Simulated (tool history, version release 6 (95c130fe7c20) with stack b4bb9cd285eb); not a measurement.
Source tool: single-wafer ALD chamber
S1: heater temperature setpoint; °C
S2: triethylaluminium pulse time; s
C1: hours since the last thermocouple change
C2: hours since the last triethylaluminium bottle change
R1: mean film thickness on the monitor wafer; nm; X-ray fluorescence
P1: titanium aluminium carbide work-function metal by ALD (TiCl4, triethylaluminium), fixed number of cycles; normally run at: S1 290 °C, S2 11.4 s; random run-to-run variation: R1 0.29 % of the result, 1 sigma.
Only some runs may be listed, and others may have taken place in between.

{"run": 1, "hour": 14.5, "S1": 290, "S2": 11.4, "C1": 790.6, "C2": 594.3, "R1": 1.9752}
{"run": 2, "hour": 22.2, "S1": 315, "S2": 11.4, "C1": 798.3, "C2": 602, "R1": 2.2051}
{"run": 3, "hour": 34.6, "S1": 290, "S2": 11.4, "C1": 810.7, "C2": 614.4, "R1": 1.9657}
{"run": 4, "hour": 48.9, "S1": 290, "S2": 11.4, "C1": 825, "C2": 628.7, "R1": 1.9781}
{"run": 5, "hour": 60.3, "S1": 311, "S2": 8.38, "C1": 836.4, "C2": 640.1, "R1": 2.0796}
{"run": 6, "hour": 73.4, "S1": 290, "S2": 4.52, "C1": 849.5, "C2": 653.2, "R1": 1.5893}
{"run": 7, "hour": 85.8, "S1": 302, "S2": 5.49, "C1": 861.9, "C2": 665.6, "R1": 1.8074}
{"run": 8, "hour": 94.2, "S1": 290, "S2": 11.4, "C1": 870.3, "C2": 674, "R1": 1.9662}
{"run": 9, "hour": 104.7, "S1": 290, "S2": 11.4, "C1": 880.8, "C2": 684.5, "R1": 1.9722}
{"run": 10, "hour": 118.6, "S1": 269, "S2": 11.4, "C1": 894.7, "C2": 698.4, "R1": 1.7823}
{"run": 11, "hour": 125.5, "S1": 290, "S2": 16.67, "C1": 901.6, "C2": 705.3, "R1": 2.0058}
{"run": 12, "hour": 132.7, "S1": 290, "S2": 11.4, "C1": 908.8, "C2": 712.5, "R1": 1.9673}
{"run": 13, "hour": 144.7, "S1": 290, "S2": 11.4, "C1": 920.8, "C2": 724.5, "R1": 1.9818}
{"run": 14, "hour": 155.8, "S1": 290, "S2": 11.4, "C1": 931.9, "C2": 735.6, "R1": 1.9508}
{"run": 15, "hour": 168.8, "S1": 290, "S2": 11.4, "C1": 944.9, "C2": 748.6, "R1": 1.9338}
{"run": 16, "hour": 175.8, "S1": 290, "S2": 11.4, "C1": 951.9, "C2": 755.6, "R1": 1.9386}
{"run": 17, "hour": 183.1, "S1": 290, "S2": 11.4, "C1": 959.2, "C2": 762.9, "R1": 1.9311}
{"run": 18, "hour": 196.3, "S1": 290, "S2": 11.4, "C1": 972.4, "C2": 776.1, "R1": 1.9225}
{"run": 19, "hour": 207.5, "S1": 290, "S2": 11.4, "C1": 983.6, "C2": 787.3, "R1": 1.927}
{"run": 20, "hour": 220.1, "S1": 290, "S2": 11.4, "C1": 996.2, "C2": 799.9, "R1": 1.9293}
{"run": 21, "hour": 227.4, "S1": 290, "S2": 11.4, "C1": 1003.5, "C2": 807.2, "R1": 1.9185}
{"run": 22, "hour": 238.9, "S1": 290, "S2": 11.4, "C1": 1015, "C2": 818.7, "R1": 1.9248}

Compared with where it was, what P1 gives has crept away. Each cause listed below fits the log as well as the rest, at the size given for it:
A: triethylaluminium dose below that of a fresh bottle (%) = 20
B: wafer temperature below the value expected at the setpoint (K) = 5.34
Onset of the creep was near hour 144.7.

4 check runs are offered, one wafer each, their results left as question marks. Which one tells the causes apart?
{"run": "check 1", "hour": 250.4, "S1": 314, "S2": 11.4, "R1": "?"}
{"run": "check 2", "hour": 250.4, "S1": 273, "S2": 11.4, "R1": "?"}
{"run": "check 3", "hour": 250.4, "S1": 310, "S2": 5.62, "R1": "?"}
{"run": "check 4", "hour": 250.4, "S1": 309, "S2": 11.4, "R1": "?"}

If the cause were each of the candidates in turn, the checks would give the following:
check=check_1 result=R1 if_A=2.1322 if_B=2.1362
check=check_2 result=R1 if_A=1.7765 if_B=1.7737
check=check_3 result=R1 if_A=1.7264 if_B=1.8338
check=check_4 result=R1 if_A=2.0881 if_B=2.0913
Minimum pairwise separation of causes per check, each pair taken at its best-separating result: check 1 0.19 %; check 2 0.16 %; check 3 6.04 %; check 4 0.15 %
Check 3 tells the causes apart: in the others they would give nearly the same result.

The results of check 3 are: R1 1.8325 nm. Based on these, which of the listed causes is it?

It was cause B: wafer temperature below the value expected at the setpoint (K).
